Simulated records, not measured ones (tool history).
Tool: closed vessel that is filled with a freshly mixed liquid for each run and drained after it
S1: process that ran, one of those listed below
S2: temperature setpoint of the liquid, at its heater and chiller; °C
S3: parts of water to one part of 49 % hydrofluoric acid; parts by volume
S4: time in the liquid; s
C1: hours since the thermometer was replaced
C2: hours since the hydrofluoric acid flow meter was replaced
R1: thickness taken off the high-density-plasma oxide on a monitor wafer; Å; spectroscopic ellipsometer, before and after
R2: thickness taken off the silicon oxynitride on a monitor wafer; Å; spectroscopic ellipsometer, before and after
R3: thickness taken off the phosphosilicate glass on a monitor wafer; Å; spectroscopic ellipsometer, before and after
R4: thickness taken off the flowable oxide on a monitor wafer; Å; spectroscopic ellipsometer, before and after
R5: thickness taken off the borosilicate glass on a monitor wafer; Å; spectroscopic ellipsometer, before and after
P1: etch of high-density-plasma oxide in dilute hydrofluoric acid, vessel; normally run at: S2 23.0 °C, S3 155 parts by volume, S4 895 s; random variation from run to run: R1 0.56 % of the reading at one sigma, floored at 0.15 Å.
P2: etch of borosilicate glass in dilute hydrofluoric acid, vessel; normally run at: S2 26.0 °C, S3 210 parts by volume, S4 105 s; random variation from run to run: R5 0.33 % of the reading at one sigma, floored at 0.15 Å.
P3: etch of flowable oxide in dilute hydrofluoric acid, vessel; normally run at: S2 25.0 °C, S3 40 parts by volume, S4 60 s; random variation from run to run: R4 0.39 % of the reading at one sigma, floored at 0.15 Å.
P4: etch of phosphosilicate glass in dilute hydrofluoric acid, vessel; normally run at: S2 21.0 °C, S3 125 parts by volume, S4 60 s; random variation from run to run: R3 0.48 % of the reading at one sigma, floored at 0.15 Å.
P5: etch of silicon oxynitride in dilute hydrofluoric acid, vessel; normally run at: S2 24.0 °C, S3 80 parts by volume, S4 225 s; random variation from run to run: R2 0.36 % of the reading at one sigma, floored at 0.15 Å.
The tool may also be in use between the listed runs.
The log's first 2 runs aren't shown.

run,hour,S1,S2,S3,S4,C1,C2,R1,R2,R3,R4,R5
3,10.2,P4,21.0,125,60,262.9,116.7,,,254.84,,
4,12.4,P5,17.0,80,225,265.1,118.9,,46.493,,,
5,16.3,P4,21.0,125,60,269.0,122.8,,,254.99,,
6,20.7,P4,21.0,125,30,273.4,127.2,,,126.60,,
7,24.0,P4,27.0,125,60,276.7,130.5,,,316.58,,
8,26.6,P1,19.5,155,1370,279.3,133.1,409.79,,,,
# hour 28.6: hydrofluoric acid flow meter replaced
9,31.1,P3,33.5,40,60,283.8,2.6,,,,677.86,
10,34.8,P1,23.0,60,895,287.5,6.3,888.18,,,,
11,38.1,P1,23.0,155,895,290.8,9.6,306.76,,,,
12,41.5,P2,31.5,210,105,294.2,13.0,,,,,101.60
13,43.9,P1,27.0,90,895,296.6,15.4,665.76,,,,
14,47.6,P2,26.0,210,190,300.3,19.1,,,,,151.93
15,51.9,P1,23.0,155,895,304.6,23.4,305.81,,,,
16,54.9,P1,23.0,265,895,307.6,26.4,158.50,,,,
# hour 56.8: thermometer replaced
17,58.4,P3,25.0,20,60,1.7,29.9,,,,991.68,
18,62.8,P5,24.0,80,225,6.1,34.3,,66.349,,,
19,65.2,P4,21.0,220,60,8.5,36.7,,,130.77,,
20,68.1,P3,25.0,40,110,11.4,39.6,,,,893.33,
21,72.1,P5,24.0,40,225,15.4,43.6,,136.100,,,
22,75.4,P1,28.5,155,895,18.7,46.9,379.23,,,,

Predict the results of run 23:
23,79.3,P1,23.0,155,455,22.6,50.8,?,,,,

{"run 23": {"R1": 154.2}}

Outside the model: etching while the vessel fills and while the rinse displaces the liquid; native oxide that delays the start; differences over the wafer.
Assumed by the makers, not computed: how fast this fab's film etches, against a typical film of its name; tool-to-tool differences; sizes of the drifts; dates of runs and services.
